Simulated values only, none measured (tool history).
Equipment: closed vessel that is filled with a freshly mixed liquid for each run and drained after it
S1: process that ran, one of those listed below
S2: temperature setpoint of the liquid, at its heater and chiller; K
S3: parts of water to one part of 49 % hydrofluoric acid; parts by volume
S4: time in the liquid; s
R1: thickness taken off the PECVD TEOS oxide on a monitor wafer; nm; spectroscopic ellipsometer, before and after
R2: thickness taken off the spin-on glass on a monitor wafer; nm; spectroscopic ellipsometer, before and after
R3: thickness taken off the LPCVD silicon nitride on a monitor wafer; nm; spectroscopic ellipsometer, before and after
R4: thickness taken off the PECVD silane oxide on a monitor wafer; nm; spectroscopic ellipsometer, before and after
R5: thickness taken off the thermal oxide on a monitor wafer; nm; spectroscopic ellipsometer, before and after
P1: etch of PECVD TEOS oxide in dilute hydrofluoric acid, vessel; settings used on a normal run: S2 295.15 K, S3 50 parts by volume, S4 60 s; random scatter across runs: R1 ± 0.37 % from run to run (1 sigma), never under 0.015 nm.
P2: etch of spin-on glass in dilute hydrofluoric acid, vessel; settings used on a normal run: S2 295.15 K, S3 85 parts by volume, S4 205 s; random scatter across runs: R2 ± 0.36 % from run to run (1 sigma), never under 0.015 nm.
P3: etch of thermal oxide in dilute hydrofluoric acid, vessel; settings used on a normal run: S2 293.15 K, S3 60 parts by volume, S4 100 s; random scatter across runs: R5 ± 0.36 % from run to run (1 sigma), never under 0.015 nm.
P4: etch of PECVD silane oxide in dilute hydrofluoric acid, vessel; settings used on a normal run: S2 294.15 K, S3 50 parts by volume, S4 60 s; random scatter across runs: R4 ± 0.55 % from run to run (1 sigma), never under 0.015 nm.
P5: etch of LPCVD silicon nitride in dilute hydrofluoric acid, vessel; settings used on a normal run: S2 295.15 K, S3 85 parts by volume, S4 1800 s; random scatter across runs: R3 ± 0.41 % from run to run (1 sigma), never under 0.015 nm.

run	hour	S1	S2	S3	S4	R1	R2	R3	R4	R5
1	14.4	P1	295.15	50	60	26.479				
2	32.5	P1	295.15	50	60	26.241				
3	41.8	P1	302.65	50	60	35.667				
4	50	P1	299.15	50	30	15.581				
5	68.2	P2	295.15	40	205		117.81			
6	83.7	P1	295.15	50	60	26.34				
7	95.2	P1	295.15	50	110	48.109				
8	108	P1	295.15	50	60	26.412				
9	121.7	P5	295.15	85	1800			9.3942		
10	136.9	P2	295.15	85	205		52.247			
11	151.5	P1	299.65	85	60	17.767				
# hour 163.8: hydrofluoric acid flow meter replaced
12	166.3	P4	294.15	50	60				23.1	
13	180.2	P3	293.15	60	30					1.9983
14	188.3	P3	293.15	60	100					6.7346
15	200.6	P2	300.15	85	205		64.068			
16	209	P5	295.15	85	970			5.0879		
17	218.9	P5	290.15	85	1800			6.7402		
18	229.3	P4	294.15	50	90				34.541	
19	246.9	P5	295.15	85	1800			9.2867		
20	262.8	P1	291.15	50	60	22.186				
21	271.7	P1	295.15	50	30	13.188				
22	280.3	P1	295.15	20	60	68.692				
23	289.1	P2	295.15	85	205		52.278			
24	304.8	P2	295.15	85	80		20.352			
25	313.4	P3	290.15	60	100					5.9475
26	322.3	P5	295.15	25	1800			30.959		
27	336.5	P1	295.15	50	60	26.311				

Expected results for the next run?
28	354.8	P1	295.15	50	60	?				

{"run 28": {"R1": 26.384}}
